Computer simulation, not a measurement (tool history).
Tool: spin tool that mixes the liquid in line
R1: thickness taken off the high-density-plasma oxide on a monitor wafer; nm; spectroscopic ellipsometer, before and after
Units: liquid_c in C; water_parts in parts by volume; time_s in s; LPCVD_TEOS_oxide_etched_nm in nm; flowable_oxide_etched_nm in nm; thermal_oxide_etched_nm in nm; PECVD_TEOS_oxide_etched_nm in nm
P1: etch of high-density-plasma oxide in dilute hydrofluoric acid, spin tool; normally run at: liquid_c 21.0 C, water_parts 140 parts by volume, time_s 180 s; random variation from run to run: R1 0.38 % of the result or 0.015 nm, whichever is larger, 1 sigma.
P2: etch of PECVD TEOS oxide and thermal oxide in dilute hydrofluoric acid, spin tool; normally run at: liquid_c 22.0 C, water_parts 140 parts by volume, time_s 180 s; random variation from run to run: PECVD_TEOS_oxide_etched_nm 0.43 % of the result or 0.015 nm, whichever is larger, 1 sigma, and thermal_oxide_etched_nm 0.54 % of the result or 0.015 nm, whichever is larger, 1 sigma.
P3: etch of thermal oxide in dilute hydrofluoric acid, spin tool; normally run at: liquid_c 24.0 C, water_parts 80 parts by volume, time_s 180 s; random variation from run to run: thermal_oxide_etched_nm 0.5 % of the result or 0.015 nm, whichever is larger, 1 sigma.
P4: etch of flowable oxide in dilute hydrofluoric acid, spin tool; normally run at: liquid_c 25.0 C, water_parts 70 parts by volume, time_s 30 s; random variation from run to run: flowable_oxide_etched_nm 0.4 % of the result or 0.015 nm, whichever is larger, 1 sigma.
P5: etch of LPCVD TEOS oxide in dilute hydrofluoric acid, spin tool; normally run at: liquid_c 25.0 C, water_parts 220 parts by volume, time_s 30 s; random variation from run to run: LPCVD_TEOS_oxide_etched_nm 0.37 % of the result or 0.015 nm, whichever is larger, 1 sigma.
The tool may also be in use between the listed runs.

{"run": 1, "hour": 2.4, "process": "P1", "liquid_c": 21.0, "water_parts": 140, "time_s": 180, "R1": 5.664}
{"run": 2, "hour": 6.2, "process": "P5", "liquid_c": 33.5, "water_parts": 220, "time_s": 30, "LPCVD_TEOS_oxide_etched_nm": 9.1564}
{"run": 3, "hour": 10.1, "process": "P4", "liquid_c": 31.0, "water_parts": 70, "time_s": 30, "flowable_oxide_etched_nm": 14.922}
{"run": 4, "hour": 12.9, "process": "P4", "liquid_c": 25.0, "water_parts": 20, "time_s": 30, "flowable_oxide_etched_nm": 44.355}
{"run": 5, "hour": 15.4, "process": "P1", "liquid_c": 21.0, "water_parts": 140, "time_s": 20, "R1": 0.61864}
{"run": 6, "hour": 18.8, "process": "P1", "liquid_c": 21.0, "water_parts": 140, "time_s": 305, "R1": 9.6014}
{"run": 7, "hour": 21.9, "process": "P3", "liquid_c": 24.0, "water_parts": 80, "time_s": 180, "thermal_oxide_etched_nm": 10.499}
{"run": 8, "hour": 25.1, "process": "P3", "liquid_c": 24.0, "water_parts": 80, "time_s": 180, "thermal_oxide_etched_nm": 10.448}
{"run": 9, "hour": 27.5, "process": "P1", "liquid_c": 25.5, "water_parts": 140, "time_s": 180, "R1": 6.7233}
{"hour": 28.1, "done": "hydrofluoric acid flow meter replaced"}
{"run": 10, "hour": 29.7, "process": "P5", "liquid_c": 25.0, "water_parts": 380, "time_s": 30, "LPCVD_TEOS_oxide_etched_nm": 3.3905}
{"run": 11, "hour": 34.4, "process": "P2", "liquid_c": 28.5, "water_parts": 140, "time_s": 180, "thermal_oxide_etched_nm": 6.8523, "PECVD_TEOS_oxide_etched_nm": 12.236}
{"run": 12, "hour": 37.8, "process": "P3", "liquid_c": 31.0, "water_parts": 80, "time_s": 180, "thermal_oxide_etched_nm": 13.714}
{"run": 13, "hour": 42.4, "process": "P2", "liquid_c": 22.0, "water_parts": 140, "time_s": 180, "thermal_oxide_etched_nm": 5.351, "PECVD_TEOS_oxide_etched_nm": 9.6123}
{"run": 14, "hour": 46.9, "process": "P5", "liquid_c": 25.0, "water_parts": 220, "time_s": 60, "LPCVD_TEOS_oxide_etched_nm": 13.661}
{"run": 15, "hour": 51.3, "process": "P1", "liquid_c": 21.0, "water_parts": 245, "time_s": 180, "R1": 2.9332}
{"run": 16, "hour": 54.1, "process": "P2", "liquid_c": 22.0, "water_parts": 140, "time_s": 15, "thermal_oxide_etched_nm": 0.45928, "PECVD_TEOS_oxide_etched_nm": 0.78833}
{"run": 17, "hour": 57.2, "process": "P1", "liquid_c": 21.0, "water_parts": 140, "time_s": 180, "R1": 5.6496}
{"run": 18, "hour": 59.9, "process": "P3", "liquid_c": 24.0, "water_parts": 145, "time_s": 180, "thermal_oxide_etched_nm": 5.383}
{"run": 19, "hour": 63.3, "process": "P1", "liquid_c": 26.0, "water_parts": 210, "time_s": 180, "R1": 4.2127}
{"run": 20, "hour": 65.5, "process": "P1", "liquid_c": 21.0, "water_parts": 140, "time_s": 180, "R1": 5.6434}
{"run": 21, "hour": 67.7, "process": "P4", "liquid_c": 25.0, "water_parts": 70, "time_s": 30, "flowable_oxide_etched_nm": 11.791}
{"run": 22, "hour": 70.1, "process": "P1", "liquid_c": 21.0, "water_parts": 140, "time_s": 180, "R1": 5.661}
{"run": 23, "hour": 72.5, "process": "P2", "liquid_c": 22.0, "water_parts": 140, "time_s": 180, "thermal_oxide_etched_nm": 5.3417, "PECVD_TEOS_oxide_etched_nm": 9.5832}
{"run": 24, "hour": 75.0, "process": "P1", "liquid_c": 21.0, "water_parts": 65, "time_s": 180, "R1": 13.336}
{"run": 25, "hour": 78.6, "process": "P2", "liquid_c": 22.0, "water_parts": 255, "time_s": 180, "thermal_oxide_etched_nm": 2.5857, "PECVD_TEOS_oxide_etched_nm": 4.6306}

The next listed run, before its measurement:
{"run": 26, "hour": 81.7, "process": "P4", "liquid_c": 25.0, "water_parts": 70, "time_s": 15, "flowable_oxide_etched_nm": "?"}

{"run 26": {"flowable_oxide_etched_nm": 5.9242}}
